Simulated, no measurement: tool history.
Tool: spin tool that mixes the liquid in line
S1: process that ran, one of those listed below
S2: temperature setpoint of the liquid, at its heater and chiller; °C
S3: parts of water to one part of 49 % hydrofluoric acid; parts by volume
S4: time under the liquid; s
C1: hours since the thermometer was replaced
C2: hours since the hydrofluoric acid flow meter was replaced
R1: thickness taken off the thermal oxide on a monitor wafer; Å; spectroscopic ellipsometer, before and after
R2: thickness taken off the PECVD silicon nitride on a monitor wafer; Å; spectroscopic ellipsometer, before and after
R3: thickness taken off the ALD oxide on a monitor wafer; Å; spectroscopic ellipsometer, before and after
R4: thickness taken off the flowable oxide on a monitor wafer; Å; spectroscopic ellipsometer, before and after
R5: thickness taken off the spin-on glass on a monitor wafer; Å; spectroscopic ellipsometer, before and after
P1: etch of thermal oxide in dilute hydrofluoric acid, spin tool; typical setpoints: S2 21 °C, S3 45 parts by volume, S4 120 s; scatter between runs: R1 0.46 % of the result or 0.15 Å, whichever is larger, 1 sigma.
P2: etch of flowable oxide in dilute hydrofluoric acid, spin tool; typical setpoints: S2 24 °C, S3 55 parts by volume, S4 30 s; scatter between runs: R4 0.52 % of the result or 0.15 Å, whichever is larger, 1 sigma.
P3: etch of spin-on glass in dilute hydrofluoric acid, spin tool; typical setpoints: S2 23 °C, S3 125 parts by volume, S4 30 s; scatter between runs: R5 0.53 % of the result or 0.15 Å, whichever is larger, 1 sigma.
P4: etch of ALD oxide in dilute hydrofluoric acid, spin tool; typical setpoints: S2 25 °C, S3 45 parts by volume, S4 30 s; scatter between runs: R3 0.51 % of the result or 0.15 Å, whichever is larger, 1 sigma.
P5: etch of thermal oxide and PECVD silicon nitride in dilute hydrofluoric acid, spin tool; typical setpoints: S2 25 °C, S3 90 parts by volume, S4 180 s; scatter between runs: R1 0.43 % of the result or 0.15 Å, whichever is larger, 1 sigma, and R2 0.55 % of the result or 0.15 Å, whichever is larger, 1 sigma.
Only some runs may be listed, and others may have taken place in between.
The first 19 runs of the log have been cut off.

{"run": 20, "hour": 164.8, "S1": "P2", "S2": 24, "S3": 90, "S4": 30, "C1": 119.4, "C2": 1079.4, "R4": 139.57}
{"run": 21, "hour": 173.4, "S1": "P3", "S2": 31, "S3": 125, "S4": 30, "C1": 128, "C2": 1088, "R5": 87.009}
{"run": 22, "hour": 179.9, "S1": "P2", "S2": 24, "S3": 55, "S4": 30, "C1": 134.5, "C2": 1094.5, "R4": 239.66}
{"run": 23, "hour": 185.6, "S1": "P1", "S2": 21, "S3": 75, "S4": 120, "C1": 140.2, "C2": 1100.2, "R1": 68.155}
{"run": 24, "hour": 191.8, "S1": "P5", "S2": 25, "S3": 35, "S4": 180, "C1": 146.4, "C2": 1106.4, "R1": 268.14, "R2": 318.2}
{"run": 25, "hour": 198.1, "S1": "P3", "S2": 23, "S3": 125, "S4": 15, "C1": 152.7, "C2": 1112.7, "R5": 32.568}
{"run": 26, "hour": 208.7, "S1": "P1", "S2": 21, "S3": 45, "S4": 60, "C1": 163.3, "C2": 1123.3, "R1": 59.043}
{"run": 27, "hour": 216.1, "S1": "P1", "S2": 26, "S3": 70, "S4": 120, "C1": 170.7, "C2": 1130.7, "R1": 90.806}
{"run": 28, "hour": 221.2, "S1": "P1", "S2": 21, "S3": 45, "S4": 210, "C1": 175.8, "C2": 1135.8, "R1": 205.5}
{"run": 29, "hour": 231.6, "S1": "P4", "S2": 25, "S3": 45, "S4": 15, "C1": 186.2, "C2": 1146.2, "R3": 68.461}
{"run": 30, "hour": 240.9, "S1": "P1", "S2": 21, "S3": 45, "S4": 120, "C1": 195.5, "C2": 1155.5, "R1": 116.99}
{"run": 31, "hour": 251.3, "S1": "P1", "S2": 21, "S3": 20, "S4": 120, "C1": 205.9, "C2": 1165.9, "R1": 275}
{"run": 32, "hour": 262.1, "S1": "P1", "S2": 21, "S3": 45, "S4": 120, "C1": 216.7, "C2": 1176.7, "R1": 117.9}
{"run": 33, "hour": 271.8, "S1": "P3", "S2": 23, "S3": 35, "S4": 30, "C1": 226.4, "C2": 1186.4, "R5": 254.61}
{"run": 34, "hour": 281.4, "S1": "P1", "S2": 21, "S3": 45, "S4": 120, "C1": 236, "C2": 1196, "R1": 117.26}
{"run": 35, "hour": 288.9, "S1": "P1", "S2": 21, "S3": 45, "S4": 120, "C1": 243.5, "C2": 1203.5, "R1": 114.34}
{"run": 36, "hour": 296.0, "S1": "P1", "S2": 21, "S3": 45, "S4": 120, "C1": 250.6, "C2": 1210.6, "R1": 110.39}
{"run": 37, "hour": 306.4, "S1": "P1", "S2": 21, "S3": 45, "S4": 120, "C1": 261, "C2": 1221, "R1": 110.45}
{"run": 38, "hour": 312.9, "S1": "P1", "S2": 21, "S3": 45, "S4": 120, "C1": 267.5, "C2": 1227.5, "R1": 109.73}

What does the tool deliver on the next run?
{"run": 39, "hour": 319.4, "S1": "P1", "S2": 21, "S3": 45, "S4": 120, "C1": 274, "C2": 1234, "R1": "?"}

R1: 109.5 Å
